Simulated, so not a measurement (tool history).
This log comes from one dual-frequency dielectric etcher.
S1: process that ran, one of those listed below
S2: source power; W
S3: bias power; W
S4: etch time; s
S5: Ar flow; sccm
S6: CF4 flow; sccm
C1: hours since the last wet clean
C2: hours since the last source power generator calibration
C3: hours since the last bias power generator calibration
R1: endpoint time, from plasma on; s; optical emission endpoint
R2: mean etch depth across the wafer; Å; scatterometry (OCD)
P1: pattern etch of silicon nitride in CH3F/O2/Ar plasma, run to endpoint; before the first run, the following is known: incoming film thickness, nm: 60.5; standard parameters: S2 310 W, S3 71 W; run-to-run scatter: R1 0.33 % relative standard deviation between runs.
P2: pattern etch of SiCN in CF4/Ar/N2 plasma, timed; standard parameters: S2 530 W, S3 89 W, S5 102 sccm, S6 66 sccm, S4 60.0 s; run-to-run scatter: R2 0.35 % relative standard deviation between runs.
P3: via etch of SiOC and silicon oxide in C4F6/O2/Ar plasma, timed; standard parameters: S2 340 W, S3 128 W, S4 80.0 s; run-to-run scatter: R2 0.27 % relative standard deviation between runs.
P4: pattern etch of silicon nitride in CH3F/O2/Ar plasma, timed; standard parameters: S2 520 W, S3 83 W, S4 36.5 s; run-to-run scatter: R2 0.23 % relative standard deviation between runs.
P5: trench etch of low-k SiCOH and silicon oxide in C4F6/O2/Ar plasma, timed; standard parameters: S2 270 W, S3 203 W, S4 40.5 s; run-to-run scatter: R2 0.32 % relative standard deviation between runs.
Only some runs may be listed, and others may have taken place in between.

| run | hour | S1 | S2 | S3 | S4 | S5 | S6 | C1 | C2 | C3 | R1 | R2 |
|---|---|---|---|---|---|---|---|---|---|---|---|---|
| 1 | 3.6 | P1 | 310 | 71 |  |  |  | 321.1 | 2239.8 | 1378.3 | 98.262 |  |
| 2 | 9.2 | P1 | 310 | 71 |  |  |  | 326.7 | 2245.4 | 1383.9 | 98.645 |  |
| 3 | 14.8 | P5 | 270 | 281 | 40.5 |  |  | 332.3 | 2251.0 | 1389.5 |  | 1263.50 |
| 4 | 20.8 | P2 | 530 | 89 | 60.0 | 102 | 66 | 338.3 | 2257.0 | 1395.5 |  | 620.95 |
| 5 | 26.0 | P2 | 530 | 89 | 60.0 | 59 | 66 | 343.5 | 2262.2 | 1400.7 |  | 672.52 |
|  | 27.9 | bias power generator calibrated |
| 6 | 32.7 | P3 | 210 | 128 | 80.0 |  |  | 350.2 | 2268.9 | 4.8 |  | 624.99 |
|  | 35.8 | source power generator calibrated |
| 7 | 38.6 | P4 | 520 | 83 | 22.5 |  |  | 356.1 | 2.9 | 10.7 |  | 186.99 |
| 8 | 43.4 | P3 | 340 | 128 | 80.0 |  |  | 360.9 | 7.7 | 15.5 |  | 763.30 |
| 9 | 47.0 | P2 | 310 | 89 | 60.0 | 102 | 66 | 364.5 | 11.3 | 19.1 |  | 389.37 |
| 10 | 51.9 | P5 | 270 | 203 | 40.5 |  |  | 369.4 | 16.2 | 24.0 |  | 1125.70 |
| 11 | 56.4 | P1 | 310 | 71 |  |  |  | 373.9 | 20.7 | 28.5 | 98.305 |  |
| 12 | 62.0 | P1 | 310 | 44 |  |  |  | 379.5 | 26.3 | 34.1 | 115.320 |  |
| 13 | 68.9 | P1 | 210 | 58 |  |  |  | 386.4 | 33.2 | 41.0 | 122.960 |  |
| 14 | 73.4 | P3 | 340 | 155 | 80.0 |  |  | 390.9 | 37.7 | 45.5 |  | 806.03 |
| 15 | 76.7 | P1 | 310 | 99 |  |  |  | 394.2 | 41.0 | 48.8 | 87.267 |  |
| 16 | 83.2 | P2 | 530 | 89 | 60.0 | 102 | 66 | 400.7 | 47.5 | 55.3 |  | 624.00 |
| 17 | 88.7 | P5 | 270 | 203 | 40.5 |  |  | 406.2 | 53.0 | 60.8 |  | 1130.00 |
| 18 | 92.1 | P4 | 520 | 83 | 36.5 |  |  | 409.6 | 56.4 | 64.2 |  | 303.84 |
| 19 | 96.4 | P1 | 190 | 93 |  |  |  | 413.9 | 60.7 | 68.5 | 106.120 |  |
| 20 | 99.4 | P2 | 530 | 89 | 60.0 | 102 | 90 | 416.9 | 63.7 | 71.5 |  | 653.48 |
| 21 | 102.6 | P1 | 310 | 71 |  |  |  | 420.1 | 66.9 | 74.7 | 98.544 |  |
| 22 | 109.0 | P1 | 230 | 71 |  |  |  | 426.5 | 73.3 | 81.1 | 110.160 |  |
| 23 | 113.7 | P4 | 350 | 83 | 36.5 |  |  | 431.2 | 78.0 | 85.8 |  | 262.24 |
| 24 | 117.8 | P2 | 530 | 125 | 60.0 | 102 | 66 | 435.3 | 82.1 | 89.9 |  | 707.00 |
| 25 | 123.4 | P2 | 530 | 89 | 42.0 | 102 | 66 | 440.9 | 87.7 | 95.5 |  | 435.41 |
| 26 | 128.3 | P4 | 520 | 83 | 36.5 |  |  | 445.8 | 92.6 | 100.4 |  | 304.29 |
| 27 | 132.1 | P3 | 340 | 128 | 46.0 |  |  | 449.6 | 96.4 | 104.2 |  | 437.23 |
| 28 | 137.1 | P1 | 310 | 71 |  |  |  | 454.6 | 101.4 | 109.2 | 98.163 |  |
|  | 139.8 | wet clean of the chamber |
| 29 | 142.4 | P4 | 520 | 116 | 36.5 |  |  | 2.7 | 106.7 | 114.5 |  | 343.02 |
| 30 | 146.2 | P1 | 310 | 71 |  |  |  | 6.5 | 110.5 | 118.3 | 98.099 |  |
| 31 | 150.8 | P1 | 420 | 71 |  |  |  | 11.1 | 115.1 | 122.9 | 88.028 |  |
| 32 | 156.3 | P5 | 270 | 203 | 53.0 |  |  | 16.6 | 120.6 | 128.4 |  | 1477.90 |
| 33 | 160.9 | P5 | 370 | 203 | 40.5 |  |  | 21.2 | 125.2 | 133.0 |  | 1281.20 |
| 34 | 164.9 | P3 | 340 | 128 | 80.0 |  |  | 25.2 | 129.2 | 137.0 |  | 758.80 |
| 35 | 171.1 | P1 | 310 | 71 |  |  |  | 31.4 | 135.4 | 143.2 | 98.064 |  |
| 36 | 175.4 | P1 | 310 | 71 |  |  |  | 35.7 | 139.7 | 147.5 | 98.797 |  |
| 37 | 181.3 | P1 | 310 | 71 |  |  |  | 41.6 | 145.6 | 153.4 | 99.384 |  |
| 38 | 185.8 | P1 | 310 | 71 |  |  |  | 46.1 | 150.1 | 157.9 | 98.956 |  |
| 39 | 189.3 | P1 | 310 | 71 |  |  |  | 49.6 | 153.6 | 161.4 | 99.522 |  |
| 40 | 193.7 | P1 | 310 | 71 |  |  |  | 54.0 | 158.0 | 165.8 | 99.148 |  |
| 41 | 199.5 | P1 | 310 | 71 |  |  |  | 59.8 | 163.8 | 171.6 | 99.909 |  |
|  | 203.5 | wet clean of the chamber |
| 42 | 205.2 | P1 | 310 | 71 |  |  |  | 1.8 | 169.5 | 177.3 | 100.030 |  |
| 43 | 209.1 | P1 | 310 | 71 |  |  |  | 5.7 | 173.4 | 181.2 | 100.080 |  |
| 44 | 215.2 | P1 | 310 | 71 |  |  |  | 11.8 | 179.5 | 187.3 | 99.492 |  |
| 45 | 218.6 | P1 | 310 | 71 |  |  |  | 15.2 | 182.9 | 190.7 | 99.997 |  |
| 46 | 224.4 | P1 | 310 | 71 |  |  |  | 21.0 | 188.7 | 196.5 | 100.550 |  |

P1 has crept away from where it was. The log is fitted equally well by each of these 2 causes, at the sizes shown:
A: source power that arrives under what is set, % = 4.32
B: bias power that arrives under what is set, % = 4.69
Creep in the process output first set in at about hour 171.1.
The rest of the possible causes, and what rules out each one:
chamber walls in a state that lowers the etch rate, %: serviced at hour 203.5, which brought nothing back

Of the 4 check runs below, each run on 2 wafers with the results averaged and each result still a question mark, which one would tell the listed causes apart?
| check 1 | 230.2 | P5 | 270 | 257 | 40.5 |  |  |  |  |  |  | ? |
| check 2 | 230.2 | P4 | 520 | 113 | 25.0 |  |  |  |  |  |  | ? |
| check 3 | 230.2 | P2 | 370 | 89 | 60.0 | 63 | 66 |  |  |  |  | ? |
| check 4 | 230.2 | P3 | 340 | 128 | 48.5 |  |  |  |  |  |  | ? |

Check results expected under each cause:
| check | result | if A | if B |
|---|---|---|---|
| check 1 | R2 | 1206.00 | 1206.10 |
| check 2 | R2 | 229.19 | 228.90 |
| check 3 | R2 | 466.68 | 477.15 |
| check 4 | R2 | 451.71 | 453.05 |
How far apart the two closest causes lie, in the result that separates them most: check 1 0.01 %; check 2 0.12 %; check 3 2.22 %; check 4 0.3 %
The causes can be told apart only by check 3. The other checks would give nearly the same results under each of them.

Check 3 was then run and gave: R2 468.16 Å. Which cause is it?

The cause is A: source power that arrives under what is set, %.
